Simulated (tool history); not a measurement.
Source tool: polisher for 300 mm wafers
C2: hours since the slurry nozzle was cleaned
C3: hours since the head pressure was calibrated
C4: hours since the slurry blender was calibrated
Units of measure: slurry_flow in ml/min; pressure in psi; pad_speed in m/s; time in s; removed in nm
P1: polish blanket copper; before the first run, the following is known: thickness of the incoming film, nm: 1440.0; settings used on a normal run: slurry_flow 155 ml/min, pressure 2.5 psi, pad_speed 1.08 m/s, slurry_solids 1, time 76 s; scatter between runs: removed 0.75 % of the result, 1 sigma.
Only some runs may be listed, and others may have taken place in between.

{"run": 1, "hour": 7.8, "slurry_flow": 155, "pressure": 2.5, "pad_speed": 1.08, "slurry_solids": 1, "time": 76, "wafers polished on this pad": 257, "C2": 510.4, "C3": 235.9, "C4": 322.4, "removed": 184.29}
{"run": 2, "hour": 16.4, "slurry_flow": 155, "pressure": 2.5, "pad_speed": 1.08, "slurry_solids": 1.5, "time": 76, "wafers polished on this pad": 309, "C2": 519, "C3": 244.5, "C4": 331, "removed": 203.08}
{"run": 3, "hour": 30.7, "slurry_flow": 155, "pressure": 2.5, "pad_speed": 0.54, "slurry_solids": 1, "time": 99, "wafers polished on this pad": 394, "C2": 533.3, "C3": 258.8, "C4": 345.3, "removed": 118.71}
{"run": 4, "hour": 41.7, "slurry_flow": 245, "pressure": 2.5, "pad_speed": 1.08, "slurry_solids": 1, "time": 76, "wafers polished on this pad": 459, "C2": 544.3, "C3": 269.8, "C4": 356.3, "removed": 198.45}
{"run": 5, "hour": 54.2, "slurry_flow": 155, "pressure": 3.7, "pad_speed": 1.08, "slurry_solids": 1, "time": 76, "wafers polished on this pad": 534, "C2": 556.8, "C3": 282.3, "C4": 368.8, "removed": 279.81}
{"hour": 57.6, "done": "head pressure recalibrated"}
{"run": 6, "hour": 66.0, "slurry_flow": 155, "pressure": 2.5, "pad_speed": 1.08, "slurry_solids": 0.75, "time": 76, "wafers polished on this pad": 604, "C2": 568.6, "C3": 8.5, "C4": 380.6, "removed": 174.98}
{"run": 7, "hour": 79.6, "slurry_flow": 155, "pressure": 2.5, "pad_speed": 1.08, "slurry_solids": 0.6, "time": 50, "wafers polished on this pad": 685, "C2": 582.2, "C3": 22.1, "C4": 394.2, "removed": 108.78}
{"run": 8, "hour": 94.2, "slurry_flow": 155, "pressure": 2.5, "pad_speed": 1.08, "slurry_solids": 1, "time": 76, "wafers polished on this pad": 772, "C2": 596.8, "C3": 36.7, "C4": 408.8, "removed": 185.28}
{"run": 9, "hour": 105.7, "slurry_flow": 155, "pressure": 2.5, "pad_speed": 1.08, "slurry_solids": 1, "time": 76, "wafers polished on this pad": 841, "C2": 608.3, "C3": 48.2, "C4": 420.3, "removed": 187.23}
{"run": 10, "hour": 120.4, "slurry_flow": 155, "pressure": 2.5, "pad_speed": 1.08, "slurry_solids": 1, "time": 76, "wafers polished on this pad": 928, "C2": 623, "C3": 62.9, "C4": 435, "removed": 183.76}
{"run": 11, "hour": 132.3, "slurry_flow": 95, "pressure": 2.5, "pad_speed": 1.08, "slurry_solids": 1, "time": 76, "wafers polished on this pad": 999, "C2": 634.9, "C3": 74.8, "C4": 446.9, "removed": 170.08}
{"run": 12, "hour": 144.5, "slurry_flow": 155, "pressure": 3.9, "pad_speed": 1.08, "slurry_solids": 1, "time": 100, "wafers polished on this pad": 1072, "C2": 647.1, "C3": 87, "C4": 459.1, "removed": 384.91}
{"run": 13, "hour": 155.6, "slurry_flow": 155, "pressure": 2.5, "pad_speed": 0.68, "slurry_solids": 1, "time": 76, "wafers polished on this pad": 1138, "C2": 658.2, "C3": 98.1, "C4": 470.2, "removed": 117.14}
{"run": 14, "hour": 162.7, "slurry_flow": 155, "pressure": 2.5, "pad_speed": 1.08, "slurry_solids": 1, "time": 97, "wafers polished on this pad": 1180, "C2": 665.3, "C3": 105.2, "C4": 477.3, "removed": 235.04}
{"run": 15, "hour": 176.4, "slurry_flow": 155, "pressure": 2.5, "pad_speed": 1.08, "slurry_solids": 1, "time": 35, "wafers polished on this pad": 1262, "C2": 679, "C3": 118.9, "C4": 491, "removed": 84.594}
{"run": 16, "hour": 188.2, "slurry_flow": 155, "pressure": 1.1, "pad_speed": 1.08, "slurry_solids": 1, "time": 76, "wafers polished on this pad": 1332, "C2": 690.8, "C3": 130.7, "C4": 502.8, "removed": 82.401}
{"run": 17, "hour": 202.1, "slurry_flow": 155, "pressure": 2.5, "pad_speed": 1.62, "slurry_solids": 1, "time": 76, "wafers polished on this pad": 1415, "C2": 704.7, "C3": 144.6, "C4": 516.7, "removed": 278.1}
{"run": 18, "hour": 214.0, "slurry_flow": 155, "pressure": 2.5, "pad_speed": 1.08, "slurry_solids": 1, "time": 76, "wafers polished on this pad": 1486, "C2": 716.6, "C3": 156.5, "C4": 528.6, "removed": 186.97}
{"run": 19, "hour": 225.4, "slurry_flow": 155, "pressure": 2.5, "pad_speed": 1.08, "slurry_solids": 1, "time": 76, "wafers polished on this pad": 1554, "C2": 728, "C3": 167.9, "C4": 540, "removed": 184.79}
{"run": 20, "hour": 234.9, "slurry_flow": 155, "pressure": 2.5, "pad_speed": 1.08, "slurry_solids": 1, "time": 76, "wafers polished on this pad": 1611, "C2": 737.5, "C3": 177.4, "C4": 549.5, "removed": 181.05}
{"run": 21, "hour": 247.9, "slurry_flow": 155, "pressure": 2.5, "pad_speed": 1.08, "slurry_solids": 1, "time": 76, "wafers polished on this pad": 1688, "C2": 750.5, "C3": 190.4, "C4": 562.5, "removed": 175.08}
{"run": 22, "hour": 260.5, "slurry_flow": 155, "pressure": 2.5, "pad_speed": 1.08, "slurry_solids": 1, "time": 76, "wafers polished on this pad": 1763, "C2": 763.1, "C3": 203, "C4": 575.1, "removed": 172.87}

What will run 23 give?
{"run": 23, "hour": 272.3, "slurry_flow": 155, "pressure": 2.5, "pad_speed": 1.08, "slurry_solids": 1, "time": 76, "wafers polished on this pad": 1834, "C2": 774.9, "C3": 214.8, "C4": 586.9, "removed": "?"}

For run 23 the tool returned removed 171.77 nm.

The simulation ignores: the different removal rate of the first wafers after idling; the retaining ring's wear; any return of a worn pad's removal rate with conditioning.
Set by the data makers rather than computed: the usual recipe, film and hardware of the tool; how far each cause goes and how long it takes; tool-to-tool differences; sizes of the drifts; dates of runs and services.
